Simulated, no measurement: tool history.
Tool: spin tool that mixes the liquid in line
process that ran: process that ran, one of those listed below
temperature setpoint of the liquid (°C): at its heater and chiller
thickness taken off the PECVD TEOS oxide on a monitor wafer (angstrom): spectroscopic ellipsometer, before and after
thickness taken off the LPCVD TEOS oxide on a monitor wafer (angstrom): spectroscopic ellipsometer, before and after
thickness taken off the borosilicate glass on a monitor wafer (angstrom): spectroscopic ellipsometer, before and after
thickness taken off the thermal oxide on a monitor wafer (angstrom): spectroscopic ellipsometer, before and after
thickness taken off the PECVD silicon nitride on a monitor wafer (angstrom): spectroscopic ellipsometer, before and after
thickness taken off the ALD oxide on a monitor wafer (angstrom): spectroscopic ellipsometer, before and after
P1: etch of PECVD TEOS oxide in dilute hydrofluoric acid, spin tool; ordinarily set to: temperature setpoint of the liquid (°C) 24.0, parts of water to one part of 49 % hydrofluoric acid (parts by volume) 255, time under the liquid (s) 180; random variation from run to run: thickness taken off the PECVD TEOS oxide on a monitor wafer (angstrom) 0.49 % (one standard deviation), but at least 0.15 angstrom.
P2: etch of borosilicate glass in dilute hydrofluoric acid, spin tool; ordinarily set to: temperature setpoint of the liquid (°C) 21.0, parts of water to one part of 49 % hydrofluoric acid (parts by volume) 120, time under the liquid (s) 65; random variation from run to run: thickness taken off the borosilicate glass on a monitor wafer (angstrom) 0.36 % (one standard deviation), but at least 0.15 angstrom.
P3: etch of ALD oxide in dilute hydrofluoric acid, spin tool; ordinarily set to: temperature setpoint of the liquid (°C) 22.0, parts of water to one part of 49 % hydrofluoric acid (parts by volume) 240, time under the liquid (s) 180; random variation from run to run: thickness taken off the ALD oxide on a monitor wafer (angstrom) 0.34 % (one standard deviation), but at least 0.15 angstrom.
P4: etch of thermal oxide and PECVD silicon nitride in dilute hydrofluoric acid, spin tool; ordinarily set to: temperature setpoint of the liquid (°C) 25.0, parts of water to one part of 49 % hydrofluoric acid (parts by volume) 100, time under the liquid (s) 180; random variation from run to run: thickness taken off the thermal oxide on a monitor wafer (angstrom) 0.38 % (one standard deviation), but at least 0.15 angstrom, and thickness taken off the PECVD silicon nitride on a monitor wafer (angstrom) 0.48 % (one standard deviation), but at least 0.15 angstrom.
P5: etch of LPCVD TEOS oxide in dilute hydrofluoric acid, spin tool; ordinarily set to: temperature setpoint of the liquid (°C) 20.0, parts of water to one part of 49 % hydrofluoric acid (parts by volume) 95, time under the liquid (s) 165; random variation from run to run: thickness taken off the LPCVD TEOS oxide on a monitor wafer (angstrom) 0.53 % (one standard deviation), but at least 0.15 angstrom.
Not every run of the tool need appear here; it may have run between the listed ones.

run   hour  process that ran  temperature setpoint of the liquid (°C)  parts of water to one part of 49 % hydrofluoric acid (parts by volume)  time under the liquid (s)  hours since the thermometer was replaced  hours since the hydrofluoric acid flow meter was replaced  thickness taken off the PECVD TEOS oxide on a monitor wafer (angstrom)  thickness taken off the LPCVD TEOS oxide on a monitor wafer (angstrom)  thickness taken off the borosilicate glass on a monitor wafer (angstrom)  thickness taken off the thermal oxide on a monitor wafer (angstrom)  thickness taken off the PECVD silicon nitride on a monitor wafer (angstrom)  thickness taken off the ALD oxide on a monitor wafer (angstrom)
  1   13.4                P1                                     24.0                                                                     255                        180                                     696.7                                                      727.3                                                                 50.0530
  2   21.5                P1                                     32.0                                                                     255                        180                                     704.8                                                      735.4                                                                 66.7020
  3   34.6                P5                                     20.0                                                                      95                        165                                     717.9                                                      748.5                                                                                                                                          341.36
  4   44.8                P5                                     24.5                                                                      95                        165                                     728.1                                                      758.7                                                                                                                                          411.28
  5   57.1                P2                                     21.0                                                                     120                         15                                     740.4                                                      771.0                                                                                                                                                                                                                    44.418
  6   69.2                P2                                     17.5                                                                     120                         65                                     752.5                                                      783.1                                                                                                                                                                                                                   168.690
  7   83.2                P4                                     25.0                                                                     155                        180                                     766.5                                                      797.1                                                                                                                                                                                                                                                                                         51.744                                                                       56.721
  8   93.7                P5                                     20.0                                                                     145                        165                                     777.0                                                      807.6                                                                                                                                          212.22
  9  102.4                P1                                     24.0                                                                     115                        180                                     785.7                                                      816.3                                                                130.6000
 10  116.9                P1                                     24.0                                                                     255                        180                                     800.2                                                      830.8                                                                 50.4010
 11  125.6                P1                                     24.0                                                                     255                         20                                     808.9                                                      839.5                                                                  5.7121
 12  135.9                P4                                     25.0                                                                     100                        180                                     819.2                                                      849.8                                                                                                                                                                                                                                                                                         85.754                                                                       88.680
 13  144.5                P1                                     24.0                                                                     255                        180                                     827.8                                                      858.4                                                                 50.5080
 14  161.7                P1                                     27.5                                                                     410                        180                                     845.0                                                      875.6                                                                 30.4560
 15  176.7                P5                                     20.0                                                                      95                        280                                     860.0                                                      890.6                                                                                                                                          575.55
 16  193.6                P2                                     21.0                                                                     175                         65                                     876.9                                                      907.5                                                                                                                                                                                                                   125.150
 17  210.6                P1                                     24.0                                                                     255                        180                                     893.9                                                      924.5                                                                 50.1550
 18  221.1                P3                                     22.0                                                                     240                         30                                     904.4                                                      935.0                                                                                                                                                                                                                                                                                                                                                                                                                                       11.124
 19  231.0                P3                                     22.0                                                                     430                        180                                     914.3                                                      944.9                                                                                                                                                                                                                                                                                                                                                                                                                                       31.615
 20  244.1                P1                                     24.0                                                                     255                        365                                     927.4                                                      958.0                                                                102.8900
 21  259.5                P2                                     21.0                                                                     120                         65                                     942.8                                                      973.4                                                                                                                                                                                                                   193.440
 22  273.5                P1                                     24.0                                                                     255                        180                                     956.8                                                      987.4                                                                 50.6420
 23  282.6                P1                                     24.0                                                                     255                        180                                     965.9                                                      996.5                                                                 50.0540
 24  299.8                P3                                     22.0                                                                     240                        180                                     983.1                                                     1013.7                                                                                                                                                                                                                                                                                                                                                                                                                                       68.606
 25  316.7                P3                                     17.0                                                                     240                        180                                    1000.0                                                     1030.6                                                                                                                                                                                                                                                                                                                                                                                                                                       56.307
 26  328.5                P4                                     19.0                                                                     100                        180                                    1011.8                                                     1042.4                                                                                                                                                                                                                                                                                         67.039                                                                       59.267
 27  339.4                P1                                     18.5                                                                     255                        180                                    1022.7                                                     1053.3                                                                 41.1210
 28  356.7                P1                                     24.0                                                                     470                        180                                    1040.0                                                     1070.6                                                                 22.6090
 29  367.8                P4                                     25.0                                                                     100                        180                                    1051.1                                                     1081.7                                                                                                                                                                                                                                                                                         85.833                                                                       88.375
 30  385.3                P4                                     25.0                                                                     100                         85                                    1068.6                                                     1099.2                                                                                                                                                                                                                                                                                         40.542                                                                       41.591
 31  393.3                P3                                     22.0                                                                     240                        180                                    1076.6                                                     1107.2                                                                                                                                                                                                                                                                                                                                                                                                                                       68.346
 32  407.7                P2                                     21.0                                                                     120                         65                                    1091.0                                                     1121.6                                                                                                                                                                                                                   194.960
 33  418.7                P1                                     24.0                                                                     400                        345                                    1102.0                                                     1132.6                                                                 53.7750
 34  436.1                P1                                     24.0                                                                     255                        180                                    1119.4                                                     1150.0                                                                 50.1250
 35  452.1                P1                                     24.0                                                                     255                        180                                    1135.4                                                     1166.0                                                                 49.1260
 36  462.6                P1                                     24.0                                                                     255                        180                                    1145.9                                                     1176.5                                                                 48.1010
 37  476.4                P1                                     24.0                                                                     255                        180                                    1159.7                                                     1190.3                                                                 48.3680
 38  489.3                P1                                     24.0                                                                     255                        180                                    1172.6                                                     1203.2                                                                 47.1550
 39  497.9                P1                                     24.0                                                                     255                        180                                    1181.2                                                     1211.8                                                                 47.3660
 40  505.6                P1                                     24.0                                                                     255                        180                                    1188.9                                                     1219.5                                                                 47.9440
 41  518.7                P1                                     24.0                                                                     255                        180                                    1202.0                                                     1232.6                                                                 47.8180

P1 has crept away from where it was. The log is fitted equally well by each of these 2 causes, at the sizes shown:
A: hydrofluoric acid flow below the setpoint (%) = 4.5
B: liquid colder than its thermometer reads (K) = 1.62
The gradual shift began around hour 436.1.

Consider the 4 single-wafer check runs listed below, results given as question marks: which one distinguishes between the causes by giving clearly different results for each?
check 1  531.8                P3                                     19.0                                                                     240                         85                                                                                                                                                                                                                                                                                                                                                                                                                                                                                                                                                 ?
check 2  531.8                P4                                     25.0                                                                     150                        105                                                                                                                                                                                                                                                                                                                                                                                                   ?                                                                            ?
check 3  531.8                P5                                     20.0                                                                     135                        260                                                                                                                                                                                                                                                    ?
check 4  531.8                P2                                     21.0                                                                     160                         40                                                                                                                                                                                                                                                                                                                              ?

Outcome of each check run for each possible cause:
  check                                                                       result    if A    if B
check 1              thickness taken off the ALD oxide on a monitor wafer (angstrom)  27.215  27.053
check 2          thickness taken off the thermal oxide on a monitor wafer (angstrom)  29.666  29.444
check 2  thickness taken off the PECVD silicon nitride on a monitor wafer (angstrom)  32.886  31.015
check 3       thickness taken off the LPCVD TEOS oxide on a monitor wafer (angstrom)  343.64  339.26
check 4     thickness taken off the borosilicate glass on a monitor wafer (angstrom)  81.328  80.519
Per-check spread between the two closest causes, in the result where they differ most: check 1 0.6 %; check 2 5.86 %; check 3 1.28 %; check 4 1 %
Only in check 2 would the causes give clearly different results; in the remaining checks their results would be nearly the same.

Check 2 was carried out, with these results: thickness taken off the thermal oxide on a monitor wafer (angstrom) 29.403; thickness taken off the PECVD silicon nitride on a monitor wafer (angstrom) 32.901. Which of the listed causes is responsible?

The correct cause is A, namely: hydrofluoric acid flow below the setpoint (%).
